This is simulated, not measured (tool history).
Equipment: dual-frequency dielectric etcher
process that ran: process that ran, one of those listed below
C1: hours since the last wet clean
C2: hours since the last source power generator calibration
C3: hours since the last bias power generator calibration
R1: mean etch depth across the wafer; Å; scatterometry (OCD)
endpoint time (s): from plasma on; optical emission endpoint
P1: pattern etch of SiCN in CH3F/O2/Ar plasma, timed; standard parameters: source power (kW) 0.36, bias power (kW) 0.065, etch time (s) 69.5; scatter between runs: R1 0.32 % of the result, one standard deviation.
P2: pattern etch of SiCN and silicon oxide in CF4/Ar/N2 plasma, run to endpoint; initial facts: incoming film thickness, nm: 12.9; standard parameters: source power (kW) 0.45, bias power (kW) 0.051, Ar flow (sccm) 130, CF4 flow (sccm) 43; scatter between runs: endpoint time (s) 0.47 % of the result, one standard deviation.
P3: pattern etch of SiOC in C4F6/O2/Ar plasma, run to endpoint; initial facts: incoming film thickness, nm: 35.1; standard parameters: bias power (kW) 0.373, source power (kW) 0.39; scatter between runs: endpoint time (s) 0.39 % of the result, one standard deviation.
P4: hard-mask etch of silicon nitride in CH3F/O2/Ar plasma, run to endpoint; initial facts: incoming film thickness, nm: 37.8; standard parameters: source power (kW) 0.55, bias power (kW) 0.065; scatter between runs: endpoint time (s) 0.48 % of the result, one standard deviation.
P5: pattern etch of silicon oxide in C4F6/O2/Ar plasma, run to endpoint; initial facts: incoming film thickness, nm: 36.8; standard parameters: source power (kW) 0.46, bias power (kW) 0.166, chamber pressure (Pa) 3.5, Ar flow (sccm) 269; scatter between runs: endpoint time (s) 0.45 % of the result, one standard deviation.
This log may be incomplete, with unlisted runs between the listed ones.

run 1 hour=8.3 | process_that_ran=P1 source_power_(kW)=0.36 bias_power_(kW)=0.065 etch_time_(s)=69.5 | C1=440.3 C2=883.4 C3=1463.3 | R1=236.55
run 2 hour=18.6 | process_that_ran=P2 source_power_(kW)=0.45 bias_power_(kW)=0.051 Ar_flow_(sccm)=156 CF4_flow_(sccm)=43 | C1=450.6 C2=893.7 C3=1473.6 | endpoint_time_(s)=20.315
run 3 hour=28.6 | process_that_ran=P3 source_power_(kW)=0.39 bias_power_(kW)=0.373 | C1=460.6 C2=903.7 C3=1483.6 | endpoint_time_(s)=13.702
run 4 hour=42.6 | process_that_ran=P1 source_power_(kW)=0.29 bias_power_(kW)=0.065 etch_time_(s)=69.5 | C1=474.6 C2=917.7 C3=1497.6 | R1=218.53
run 5 hour=54.2 | process_that_ran=P1 source_power_(kW)=0.36 bias_power_(kW)=0.065 etch_time_(s)=69.5 | C1=486.2 C2=929.3 C3=1509.2 | R1=237.34
run 6 hour=61.4 | process_that_ran=P1 source_power_(kW)=0.25 bias_power_(kW)=0.088 etch_time_(s)=69.5 | C1=493.4 C2=936.5 C3=1516.4 | R1=231.2
run 7 hour=73.6 | process_that_ran=P1 source_power_(kW)=0.44 bias_power_(kW)=0.065 etch_time_(s)=69.5 | C1=505.6 C2=948.7 C3=1528.6 | R1=256.75
run 8 hour=84.7 | process_that_ran=P5 source_power_(kW)=0.46 bias_power_(kW)=0.166 Ar_flow_(sccm)=269 chamber_pressure_(Pa)=4.8 | C1=516.7 C2=959.8 C3=1539.7 | endpoint_time_(s)=11.595
run 9 hour=97.8 | process_that_ran=P1 source_power_(kW)=0.36 bias_power_(kW)=0.053 etch_time_(s)=69.5 | C1=529.8 C2=972.9 C3=1552.8 | R1=220.58
run 10 hour=108.8 | process_that_ran=P2 source_power_(kW)=0.45 bias_power_(kW)=0.051 Ar_flow_(sccm)=130 CF4_flow_(sccm)=60 | C1=540.8 C2=983.9 C3=1563.8 | endpoint_time_(s)=18.359
run 11 hour=116.6 | process_that_ran=P1 source_power_(kW)=0.36 bias_power_(kW)=0.065 etch_time_(s)=46 | C1=548.6 C2=991.7 C3=1571.6 | R1=156.71
run 12 hour=130.8 | process_that_ran=P2 source_power_(kW)=0.45 bias_power_(kW)=0.051 Ar_flow_(sccm)=130 CF4_flow_(sccm)=43 | C1=562.8 C2=1005.9 C3=1585.8 | endpoint_time_(s)=19.443
run 13 hour=141.4 | process_that_ran=P5 source_power_(kW)=0.55 bias_power_(kW)=0.166 Ar_flow_(sccm)=269 chamber_pressure_(Pa)=3.5 | C1=573.4 C2=1016.5 C3=1596.4 | endpoint_time_(s)=10.451
run 14 hour=149.6 | process_that_ran=P3 source_power_(kW)=0.39 bias_power_(kW)=0.522 | C1=581.6 C2=1024.7 C3=1604.6 | endpoint_time_(s)=12.208
run 15 hour=156.8 | process_that_ran=P4 source_power_(kW)=0.55 bias_power_(kW)=0.065 | C1=588.8 C2=1031.9 C3=1611.8 | endpoint_time_(s)=48.925
run 16 hour=165.5 | process_that_ran=P3 source_power_(kW)=0.27 bias_power_(kW)=0.373 | C1=597.5 C2=1040.6 C3=1620.5 | endpoint_time_(s)=15.822
run 17 hour=174.2 | process_that_ran=P1 source_power_(kW)=0.46 bias_power_(kW)=0.065 etch_time_(s)=45 | C1=606.2 C2=1049.3 C3=1629.2 | R1=167.94
run 18 hour=182.3 | process_that_ran=P1 source_power_(kW)=0.36 bias_power_(kW)=0.065 etch_time_(s)=99.5 | C1=614.3 C2=1057.4 C3=1637.3 | R1=338.47
run 19 hour=196.2 | process_that_ran=P4 source_power_(kW)=0.7 bias_power_(kW)=0.065 | C1=628.2 C2=1071.3 C3=1651.2 | endpoint_time_(s)=44.549
run 20 hour=207.5 | process_that_ran=P2 source_power_(kW)=0.58 bias_power_(kW)=0.051 Ar_flow_(sccm)=130 CF4_flow_(sccm)=43 | C1=639.5 C2=1082.6 C3=1662.5 | endpoint_time_(s)=15.482
run 21 hour=221.2 | process_that_ran=P2 source_power_(kW)=0.45 bias_power_(kW)=0.051 Ar_flow_(sccm)=130 CF4_flow_(sccm)=43 | C1=653.2 C2=1096.3 C3=1676.2 | endpoint_time_(s)=19.444
run 22 hour=233.6 | process_that_ran=P4 source_power_(kW)=0.55 bias_power_(kW)=0.091 | C1=665.6 C2=1108.7 C3=1688.6 | endpoint_time_(s)=43.819
run 23 hour=243.5 | process_that_ran=P1 source_power_(kW)=0.28 bias_power_(kW)=0.052 etch_time_(s)=69.5 | C1=675.5 C2=1118.6 C3=1698.5 | R1=198.99
run 24 hour=251 | process_that_ran=P2 source_power_(kW)=0.45 bias_power_(kW)=0.07 Ar_flow_(sccm)=130 CF4_flow_(sccm)=43 | C1=683 C2=1126.1 C3=1706 | endpoint_time_(s)=17.181
-- hour=254.2 bias power generator calibrated
run 25 hour=258.1 | process_that_ran=P5 source_power_(kW)=0.46 bias_power_(kW)=0.124 Ar_flow_(sccm)=269 chamber_pressure_(Pa)=3.5 | C1=690.1 C2=1133.2 C3=3.9 | endpoint_time_(s)=12.195
run 26 hour=268 | process_that_ran=P3 source_power_(kW)=0.39 bias_power_(kW)=0.373 | C1=700 C2=1143.1 C3=13.8 | endpoint_time_(s)=13.786
run 27 hour=278.9 | process_that_ran=P1 source_power_(kW)=0.36 bias_power_(kW)=0.065 etch_time_(s)=69.5 | C1=710.9 C2=1154 C3=24.7 | R1=237.24
run 28 hour=285.8 | process_that_ran=P5 source_power_(kW)=0.46 bias_power_(kW)=0.166 Ar_flow_(sccm)=269 chamber_pressure_(Pa)=3.5 | C1=717.8 C2=1160.9 C3=31.6 | endpoint_time_(s)=11.173
run 29 hour=297.4 | process_that_ran=P5 source_power_(kW)=0.46 bias_power_(kW)=0.166 Ar_flow_(sccm)=157 chamber_pressure_(Pa)=3.5 | C1=729.4 C2=1172.5 C3=43.2 | endpoint_time_(s)=10.499
run 30 hour=305.7 | process_that_ran=P1 source_power_(kW)=0.36 bias_power_(kW)=0.079 etch_time_(s)=69.5 | C1=737.7 C2=1180.8 C3=51.5 | R1=251.9
run 31 hour=313.3 | process_that_ran=P1 source_power_(kW)=0.36 bias_power_(kW)=0.065 etch_time_(s)=69.5 | C1=745.3 C2=1188.4 C3=59.1 | R1=236.48
run 32 hour=325.6 | process_that_ran=P1 source_power_(kW)=0.36 bias_power_(kW)=0.065 etch_time_(s)=69.5 | C1=757.6 C2=1200.7 C3=71.4 | R1=236.54
run 33 hour=336.2 | process_that_ran=P1 source_power_(kW)=0.36 bias_power_(kW)=0.065 etch_time_(s)=69.5 | C1=768.2 C2=1211.3 C3=82 | R1=235.65
run 34 hour=345.2 | process_that_ran=P1 source_power_(kW)=0.36 bias_power_(kW)=0.065 etch_time_(s)=69.5 | C1=777.2 C2=1220.3 C3=91 | R1=233.58
run 35 hour=354.4 | process_that_ran=P1 source_power_(kW)=0.36 bias_power_(kW)=0.065 etch_time_(s)=69.5 | C1=786.4 C2=1229.5 C3=100.2 | R1=234.41
run 36 hour=363 | process_that_ran=P1 source_power_(kW)=0.36 bias_power_(kW)=0.065 etch_time_(s)=69.5 | C1=795 C2=1238.1 C3=108.8 | R1=233.33
-- hour=363.7 wet clean of the chamber
run 37 hour=371.6 | process_that_ran=P1 source_power_(kW)=0.36 bias_power_(kW)=0.065 etch_time_(s)=69.5 | C1=8 C2=1246.7 C3=117.4 | R1=233.44
run 38 hour=378.1 | process_that_ran=P1 source_power_(kW)=0.36 bias_power_(kW)=0.065 etch_time_(s)=69.5 | C1=14.5 C2=1253.2 C3=123.9 | R1=233.29
run 39 hour=385.7 | process_that_ran=P1 source_power_(kW)=0.36 bias_power_(kW)=0.065 etch_time_(s)=69.5 | C1=22.1 C2=1260.8 C3=131.5 | R1=231.65

Compared with where it was, what P1 gives has crept away. Each cause listed below fits the log as well as the rest, at the size given for it:
A: source power that arrives under what is set, % = 4.11
B: bias power that arrives under what is set, % = 4.47
Onset of the creep was near hour 325.6.
Each remaining cause and why it is not a fit:
chamber walls in a state that lowers the etch rate, %: maintenance at hour 363.7, after the shift began, did not return the process to its former output

4 check runs are offered, each on 3 wafers whose results are averaged, their results left as question marks. Which one tells the causes apart?
run check 1 hour=393.3 | process_that_ran=P4 source_power_(kW)=0.55 bias_power_(kW)=0.089 | endpoint_time_(s)=?
run check 2 hour=393.3 | process_that_ran=P3 source_power_(kW)=0.39 bias_power_(kW)=0.512 | endpoint_time_(s)=?
run check 3 hour=393.3 | process_that_ran=P2 source_power_(kW)=0.55 bias_power_(kW)=0.051 Ar_flow_(sccm)=130 CF4_flow_(sccm)=43 | endpoint_time_(s)=?
run check 4 hour=393.3 | process_that_ran=P5 source_power_(kW)=0.46 bias_power_(kW)=0.166 Ar_flow_(sccm)=188 chamber_pressure_(Pa)=3.5 | endpoint_time_(s)=?

What every check run would give for each of its results, assuming each possible cause in turn:
check=check_1 result=endpoint_time_(s) if_A=44.776 if_B=44.782
check=check_2 result=endpoint_time_(s) if_A=12.457 if_B=12.477
check=check_3 result=endpoint_time_(s) if_A=16.873 if_B=16.525
check=check_4 result=endpoint_time_(s) if_A=10.885 if_B=10.858
How far apart the two closest causes lie, in the result that separates them most: check 1 0.01 %; check 2 0.16 %; check 3 2.08 %; check 4 0.25 %
Check 3 tells the causes apart: in the others they would give nearly the same result.

The results of check 3 are: endpoint time (s) 16.495. Based on these, which of the listed causes is it?

Of the candidate causes, it is B: bias power that arrives under what is set, %.
